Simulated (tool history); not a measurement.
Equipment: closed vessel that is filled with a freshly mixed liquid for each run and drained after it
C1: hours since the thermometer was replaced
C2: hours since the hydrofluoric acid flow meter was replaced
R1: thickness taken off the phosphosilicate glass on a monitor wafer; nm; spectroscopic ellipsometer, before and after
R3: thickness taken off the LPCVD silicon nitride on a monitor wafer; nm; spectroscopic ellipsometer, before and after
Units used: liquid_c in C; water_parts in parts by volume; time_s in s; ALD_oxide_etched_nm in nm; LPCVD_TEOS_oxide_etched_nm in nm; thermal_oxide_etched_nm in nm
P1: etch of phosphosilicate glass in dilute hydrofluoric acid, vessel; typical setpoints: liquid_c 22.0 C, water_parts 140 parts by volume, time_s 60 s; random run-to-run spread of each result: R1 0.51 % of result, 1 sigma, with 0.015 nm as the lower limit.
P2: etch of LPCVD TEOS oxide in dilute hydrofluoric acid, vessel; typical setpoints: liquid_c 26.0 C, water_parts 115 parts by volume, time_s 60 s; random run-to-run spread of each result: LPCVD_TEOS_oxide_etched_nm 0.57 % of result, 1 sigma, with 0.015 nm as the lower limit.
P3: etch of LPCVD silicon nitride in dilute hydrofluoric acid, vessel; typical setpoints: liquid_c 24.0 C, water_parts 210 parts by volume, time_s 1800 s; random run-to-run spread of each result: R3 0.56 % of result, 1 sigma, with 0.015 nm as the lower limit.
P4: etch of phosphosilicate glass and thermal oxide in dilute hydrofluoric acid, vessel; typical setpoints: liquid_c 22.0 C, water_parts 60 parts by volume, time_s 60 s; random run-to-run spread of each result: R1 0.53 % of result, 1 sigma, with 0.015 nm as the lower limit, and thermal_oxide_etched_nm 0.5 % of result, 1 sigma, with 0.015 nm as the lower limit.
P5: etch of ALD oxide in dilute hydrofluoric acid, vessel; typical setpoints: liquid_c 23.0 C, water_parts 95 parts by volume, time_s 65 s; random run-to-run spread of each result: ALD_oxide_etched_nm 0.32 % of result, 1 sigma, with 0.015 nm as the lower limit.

Run 1, hour 15.1: process P1, liquid_c 22.0 C, water_parts 140 parts by volume, time_s 60 s; C1 729.8; C2 485.7. Result: R1 23.039 nm.
Run 2, hour 30.7: process P1, liquid_c 27.5 C, water_parts 140 parts by volume, time_s 60 s; C1 745.4; C2 501.3. Result: R1 28.330 nm.
Run 3, hour 38.6: process P1, liquid_c 22.0 C, water_parts 140 parts by volume, time_s 60 s; C1 753.3; C2 509.2. Result: R1 22.900 nm.
Run 4, hour 50.6: process P5, liquid_c 28.5 C, water_parts 95 parts by volume, time_s 65 s; C1 765.3; C2 521.2. Result: ALD_oxide_etched_nm 18.0330 nm.
Run 5, hour 62.6: process P3, liquid_c 24.0 C, water_parts 210 parts by volume, time_s 1800 s; C1 777.3; C2 533.2. Result: R3 4.3526 nm.
Run 6, hour 73.9: process P3, liquid_c 24.0 C, water_parts 135 parts by volume, time_s 1800 s; C1 788.6; C2 544.5. Result: R3 6.8076 nm.
Run 7, hour 88.6: process P2, liquid_c 26.0 C, water_parts 115 parts by volume, time_s 30 s; C1 803.3; C2 559.2. Result: LPCVD_TEOS_oxide_etched_nm 8.8268 nm.
Run 8, hour 101.5: process P1, liquid_c 22.0 C, water_parts 55 parts by volume, time_s 60 s; C1 816.2; C2 572.1. Result: R1 63.962 nm.
Run 9, hour 112.6: process P5, liquid_c 23.0 C, water_parts 95 parts by volume, time_s 65 s; C1 827.3; C2 583.2. Result: ALD_oxide_etched_nm 14.5450 nm.
Run 10, hour 126.4: process P1, liquid_c 22.0 C, water_parts 140 parts by volume, time_s 90 s; C1 841.1; C2 597.0. Result: R1 34.686 nm.
Run 11, hour 138.4: process P2, liquid_c 26.0 C, water_parts 20 parts by volume, time_s 60 s; C1 853.1; C2 609.0. Result: LPCVD_TEOS_oxide_etched_nm 114.2000 nm.
Run 12, hour 151.1: process P2, liquid_c 26.0 C, water_parts 115 parts by volume, time_s 60 s; C1 865.8; C2 621.7. Result: LPCVD_TEOS_oxide_etched_nm 17.5920 nm.
Run 13, hour 166.4: process P1, liquid_c 22.0 C, water_parts 215 parts by volume, time_s 60 s; C1 881.1; C2 637.0. Result: R1 13.841 nm.
Run 14, hour 177.4: process P4, liquid_c 22.0 C, water_parts 110 parts by volume, time_s 60 s; C1 892.1; C2 648.0. Result: R1 52.230 nm, thermal_oxide_etched_nm 2.3212 nm.
Run 15, hour 185.0: process P2, liquid_c 26.0 C, water_parts 115 parts by volume, time_s 60 s; C1 899.7; C2 655.6. Result: LPCVD_TEOS_oxide_etched_nm 17.6940 nm.
Run 16, hour 196.5: process P4, liquid_c 22.0 C, water_parts 60 parts by volume, time_s 110 s; C1 911.2; C2 667.1. Result: R1 185.160 nm, thermal_oxide_etched_nm 8.2241 nm.
Run 17, hour 212.0: process P1, liquid_c 22.0 C, water_parts 140 parts by volume, time_s 30 s; C1 926.7; C2 682.6. Result: R1 11.368 nm.
Run 18, hour 221.7: process P1, liquid_c 22.0 C, water_parts 140 parts by volume, time_s 60 s; C1 936.4; C2 692.3. Result: R1 22.684 nm.
Run 19, hour 236.9: process P3, liquid_c 24.0 C, water_parts 210 parts by volume, time_s 1800 s; C1 951.6; C2 707.5. Result: R3 4.4147 nm.
Run 20, hour 246.8: process P4, liquid_c 29.5 C, water_parts 60 parts by volume, time_s 60 s; C1 961.5; C2 717.4. Result: R1 135.380 nm, thermal_oxide_etched_nm 6.0913 nm.
Run 21, hour 256.2: process P2, liquid_c 31.0 C, water_parts 115 parts by volume, time_s 60 s; C1 970.9; C2 726.8. Result: LPCVD_TEOS_oxide_etched_nm 21.0170 nm.
Run 22, hour 265.3: process P1, liquid_c 17.0 C, water_parts 140 parts by volume, time_s 60 s; C1 980.0; C2 735.9. Result: R1 18.706 nm.
Run 23, hour 278.6: process P3, liquid_c 32.0 C, water_parts 210 parts by volume, time_s 1800 s; C1 993.3; C2 749.2. Result: R3 7.1016 nm.
Run 24, hour 290.4: process P1, liquid_c 22.0 C, water_parts 140 parts by volume, time_s 60 s; C1 1005.1; C2 761.0. Result: R1 23.030 nm.
Run 25, hour 301.4: process P3, liquid_c 24.0 C, water_parts 210 parts by volume, time_s 675 s; C1 1016.1; C2 772.0. Result: R3 1.6360 nm.
Run 26, hour 312.3: process P1, liquid_c 26.0 C, water_parts 140 parts by volume, time_s 85 s; C1 1027.0; C2 782.9. Result: R1 37.838 nm.
Run 27, hour 323.5: process P4, liquid_c 22.0 C, water_parts 60 parts by volume, time_s 60 s; C1 1038.2; C2 794.1. Result: R1 100.930 nm, thermal_oxide_etched_nm 4.4953 nm.
Run 28, hour 336.0: process P5, liquid_c 23.0 C, water_parts 95 parts by volume, time_s 30 s; C1 1050.7; C2 806.6. Result: ALD_oxide_etched_nm 6.7112 nm.
Run 29, hour 347.1: process P1, liquid_c 22.0 C, water_parts 140 parts by volume, time_s 60 s; C1 1061.8; C2 817.7. Result: R1 22.929 nm.
Run 30, hour 362.8: process P5, liquid_c 23.0 C, water_parts 150 parts by volume, time_s 65 s; C1 1077.5; C2 833.4. Result: ALD_oxide_etched_nm 8.7511 nm.
Run 31, hour 373.3: process P1, liquid_c 22.0 C, water_parts 140 parts by volume, time_s 60 s; C1 1088.0; C2 843.9. Result: R1 22.846 nm.
Run 32, hour 382.8: process P1, liquid_c 22.0 C, water_parts 140 parts by volume, time_s 60 s; C1 1097.5; C2 853.4. Result: R1 23.761 nm.
Run 33, hour 392.7: process P1, liquid_c 22.0 C, water_parts 140 parts by volume, time_s 60 s; C1 1107.4; C2 863.3. Result: R1 24.065 nm.
Run 34, hour 401.0: process P1, liquid_c 22.0 C, water_parts 140 parts by volume, time_s 60 s; C1 1115.7; C2 871.6. Result: R1 24.382 nm.
Run 35, hour 415.3: process P1, liquid_c 22.0 C, water_parts 140 parts by volume, time_s 60 s; C1 1130.0; C2 885.9. Result: R1 24.505 nm.
Run 36, hour 428.9: process P1, liquid_c 22.0 C, water_parts 140 parts by volume, time_s 60 s; C1 1143.6; C2 899.5. Result: R1 24.755 nm.
Run 37, hour 437.0: process P1, liquid_c 22.0 C, water_parts 140 parts by volume, time_s 60 s; C1 1151.7; C2 907.6. Result: R1 24.674 nm.
Run 38, hour 444.0: process P1, liquid_c 22.0 C, water_parts 140 parts by volume, time_s 60 s; C1 1158.7; C2 914.6. Result: R1 24.914 nm.
Run 39, hour 451.3: process P1, liquid_c 22.0 C, water_parts 140 parts by volume, time_s 60 s; C1 1166.0; C2 921.9. Result: R1 24.820 nm.

P1 has crept away from where it was. The log is fitted equally well by each of these 2 causes, at the sizes shown:
A: liquid hotter than its thermometer reads (K) = 2.06
B: hydrofluoric acid flow above the setpoint (%) = 7.19
At approximately hour 373.3, the process output began to creep.

Below are 4 check runs, each on a single wafer, with their results shown as question marks. Which of them would tell the listed causes apart, meaning the causes would give clearly different results under it?
Run check 1, hour 458.6: process P2, liquid_c 26.0 C, water_parts 115 parts by volume, time_s 35 s. Result: LPCVD_TEOS_oxide_etched_nm ?.
Run check 2, hour 458.6: process P3, liquid_c 32.0 C, water_parts 210 parts by volume, time_s 1800 s. Result: R3 ?.
Run check 3, hour 458.6: process P4, liquid_c 22.0 C, water_parts 95 parts by volume, time_s 60 s. Result: R1 ?, thermal_oxide_etched_nm ?.
Run check 4, hour 458.6: process P5, liquid_c 28.0 C, water_parts 95 parts by volume, time_s 65 s. Result: ALD_oxide_etched_nm ?.

Predicted outcomes, by check and by cause:
  check                      result     if A     if B
check 1  LPCVD_TEOS_oxide_etched_nm  11.0830  11.0910
check 2                          R3   8.0105   7.6381
check 3                          R1   66.519   66.143
check 3     thermal_oxide_etched_nm   2.9615   2.9448
check 4         ALD_oxide_etched_nm  19.2020  19.1990
How far apart the two closest causes lie, in the result that separates them most: check 1 0.07 %; check 2 4.76 %; check 3 0.57 %; check 4 0.01 %
Only in check 2 would the causes give clearly different results; in the remaining checks their results would be nearly the same.

Running check 2 produced the following: R3 8.0101 nm. Which one of the listed causes fits?

The cause is A: liquid hotter than its thermometer reads (K).

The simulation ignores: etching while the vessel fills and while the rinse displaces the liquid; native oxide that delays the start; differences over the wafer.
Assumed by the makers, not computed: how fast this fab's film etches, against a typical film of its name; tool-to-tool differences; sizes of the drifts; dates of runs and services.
